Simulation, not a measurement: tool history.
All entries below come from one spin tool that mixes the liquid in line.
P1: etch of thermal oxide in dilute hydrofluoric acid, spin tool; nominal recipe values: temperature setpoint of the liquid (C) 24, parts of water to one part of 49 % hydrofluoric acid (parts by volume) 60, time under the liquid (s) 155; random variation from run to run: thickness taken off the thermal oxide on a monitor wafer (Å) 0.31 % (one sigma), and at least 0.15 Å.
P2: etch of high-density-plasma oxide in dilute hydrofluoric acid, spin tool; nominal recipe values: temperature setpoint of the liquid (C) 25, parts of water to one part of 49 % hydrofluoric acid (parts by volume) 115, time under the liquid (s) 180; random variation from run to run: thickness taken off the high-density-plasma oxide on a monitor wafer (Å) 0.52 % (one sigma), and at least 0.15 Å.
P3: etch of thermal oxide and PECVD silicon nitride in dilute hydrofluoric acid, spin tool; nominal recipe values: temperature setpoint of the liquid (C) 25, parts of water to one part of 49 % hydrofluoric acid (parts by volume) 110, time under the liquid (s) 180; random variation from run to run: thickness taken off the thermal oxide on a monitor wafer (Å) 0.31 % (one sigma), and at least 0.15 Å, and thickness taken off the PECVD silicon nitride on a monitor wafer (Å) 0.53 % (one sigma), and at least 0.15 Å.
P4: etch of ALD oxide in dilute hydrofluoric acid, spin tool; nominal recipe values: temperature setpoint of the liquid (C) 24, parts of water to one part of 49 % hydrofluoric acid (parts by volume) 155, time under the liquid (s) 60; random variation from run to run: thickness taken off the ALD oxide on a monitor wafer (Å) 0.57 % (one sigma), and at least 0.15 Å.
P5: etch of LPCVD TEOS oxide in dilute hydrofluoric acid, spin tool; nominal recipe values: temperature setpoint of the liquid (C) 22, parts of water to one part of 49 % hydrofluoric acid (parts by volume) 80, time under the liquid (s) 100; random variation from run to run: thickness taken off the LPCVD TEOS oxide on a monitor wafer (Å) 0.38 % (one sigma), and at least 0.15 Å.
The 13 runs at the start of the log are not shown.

run,hour,process that ran,temperature setpoint of the liquid (C),parts of water to one part of 49 % hydrofluoric acid (parts by volume),time under the liquid (s),hours since the thermometer was replaced,hours since the hydrofluoric acid flow meter was replaced,thickness taken off the thermal oxide on a monitor wafer (Å),thickness taken off the LPCVD TEOS oxide on a monitor wafer (Å),thickness taken off the PECVD silicon nitride on a monitor wafer (Å),thickness taken off the high-density-plasma oxide on a monitor wafer (Å),thickness taken off the ALD oxide on a monitor wafer (Å)
14,190.6,P1,24,60,155,1180.2,1478.2,128.6,,,,
15,203,P5,22,140,100,1192.6,1490.6,,174.98,,,
16,217,P5,22,80,100,1206.6,1504.6,,329.31,,,
17,231.3,P1,24,60,25,1220.9,1518.9,20.772,,,,
18,244.9,P5,22,80,145,1234.5,1532.5,,474.4,,,
19,259.5,P2,17.5,115,180,1249.1,1547.1,,,,59.315,
20,276.2,P1,29.5,60,155,1265.8,1563.8,160.01,,,,
21,285.1,P2,25,115,340,1274.7,1572.7,,,,152,
22,296.6,P1,24,35,155,1286.2,1584.2,227.71,,,,
23,311.3,P3,19,110,180,1300.9,1598.9,64.372,,34.434,,
24,324,P4,17.5,155,60,1313.6,1611.6,,,,,36.591
25,333.2,P1,24,60,155,1322.8,1620.8,127.38,,,,
# hour 348.4: thermometer replaced
26,352.1,P4,24,155,60,3.8,1639.7,,,,,47.907
27,362.1,P2,25,30,180,13.8,1649.7,,,,343.18,
# hour 363.8: hydrofluoric acid flow meter replaced
28,373.5,P2,25,115,180,25.2,9.7,,,,80.126,
29,383.8,P3,25,110,315,35.5,20,142.92,,90.99,,
30,402.4,P4,24,240,60,54.1,38.6,,,,,28.053
31,420,P4,24,155,100,71.7,56.2,,,,,79.601
32,435,P1,24,60,155,86.7,71.2,128.85,,,,
33,450.5,P1,24,60,155,102.2,86.7,132.99,,,,

Run 34 has not been measured yet. What should we expect?
34,467.4,P1,24,60,155,119.1,103.6,?,,,,

{"run 34": {"thickness taken off the thermal oxide on a monitor wafer (Å)": 136.45}}

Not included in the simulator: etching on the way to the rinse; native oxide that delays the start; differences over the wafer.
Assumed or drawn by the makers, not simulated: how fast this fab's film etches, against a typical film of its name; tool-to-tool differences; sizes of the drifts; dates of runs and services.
